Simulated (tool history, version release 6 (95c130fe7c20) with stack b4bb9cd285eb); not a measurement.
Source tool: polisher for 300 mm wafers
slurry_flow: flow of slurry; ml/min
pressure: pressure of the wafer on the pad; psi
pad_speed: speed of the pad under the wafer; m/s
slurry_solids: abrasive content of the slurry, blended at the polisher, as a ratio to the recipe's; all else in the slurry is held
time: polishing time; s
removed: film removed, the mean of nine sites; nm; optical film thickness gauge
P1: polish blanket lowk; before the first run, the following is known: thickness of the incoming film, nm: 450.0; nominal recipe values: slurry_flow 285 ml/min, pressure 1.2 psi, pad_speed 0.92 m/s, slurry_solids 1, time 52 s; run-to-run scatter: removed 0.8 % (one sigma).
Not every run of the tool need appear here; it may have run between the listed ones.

run,hour,slurry_flow,pressure,pad_speed,slurry_solids,time,wafers polished on this pad,hours since the slurry nozzle was cleaned,hours since the head pressure was calibrated,hours since the slurry blender was calibrated,hours since the conditioning disc was replaced,removed
1,7.2,285,1.2,0.92,1,52,1038,349.2,313.9,121,423,14.01
2,11.6,285,1.2,0.58,1,52,1093,353.6,318.3,125.4,427.4,9.7328
3,15.8,285,0.6,0.92,1,52,1144,357.8,322.5,129.6,431.6,7.0083
4,21.1,285,1.2,0.92,0.55,52,1209,363.1,327.8,134.9,436.9,10.483
5,28.6,285,1.2,0.92,1,23,1302,370.6,335.3,142.4,444.4,6.1939
6,35.6,285,1.9,0.92,1,52,1388,377.6,342.3,149.4,451.4,22.234
7,42.7,285,1.2,1.38,1,52,1475,384.7,349.4,156.5,458.5,19.599
8,48,215,1.2,0.7,1,52,1540,390,354.7,161.8,463.8,11.044
9,53.6,285,1.2,0.92,1,52,1609,395.6,360.3,167.4,469.4,14.138
10,60.2,285,1.2,0.92,1.35,52,1690,402.2,366.9,174,476,16.131
11,66.9,180,1.2,0.92,1,52,1773,408.9,373.6,180.7,482.7,13.339
12,73.8,355,1.2,0.92,0.75,52,1858,415.8,380.5,187.6,489.6,12.534
13,78,285,1.2,0.92,1,52,1909,420,384.7,191.8,493.8,14.208
14,82,285,1.2,0.92,1,82,1959,424,388.7,195.8,497.8,22.198
15,87.4,285,1.2,0.92,1,52,2025,429.4,394.1,201.2,503.2,14.157
# hour 90.6: slurry blender recalibrated
16,93.8,285,1.2,0.92,1,52,2104,435.8,400.5,3.2,509.6,14.204
17,99,285,1.2,0.92,1,52,2168,441,405.7,8.4,514.8,14.13
18,105.7,445,1.2,0.92,1,52,2250,447.7,412.4,15.1,521.5,14.654
19,112.9,285,1.2,1.34,1.35,52,2339,454.9,419.6,22.3,528.7,21.729

Run 20 comes next. What will it give?
20,119.9,285,1.2,0.92,1,52,2425,461.9,426.6,29.3,535.7,?

{"run 20": {"removed": 14.017}}

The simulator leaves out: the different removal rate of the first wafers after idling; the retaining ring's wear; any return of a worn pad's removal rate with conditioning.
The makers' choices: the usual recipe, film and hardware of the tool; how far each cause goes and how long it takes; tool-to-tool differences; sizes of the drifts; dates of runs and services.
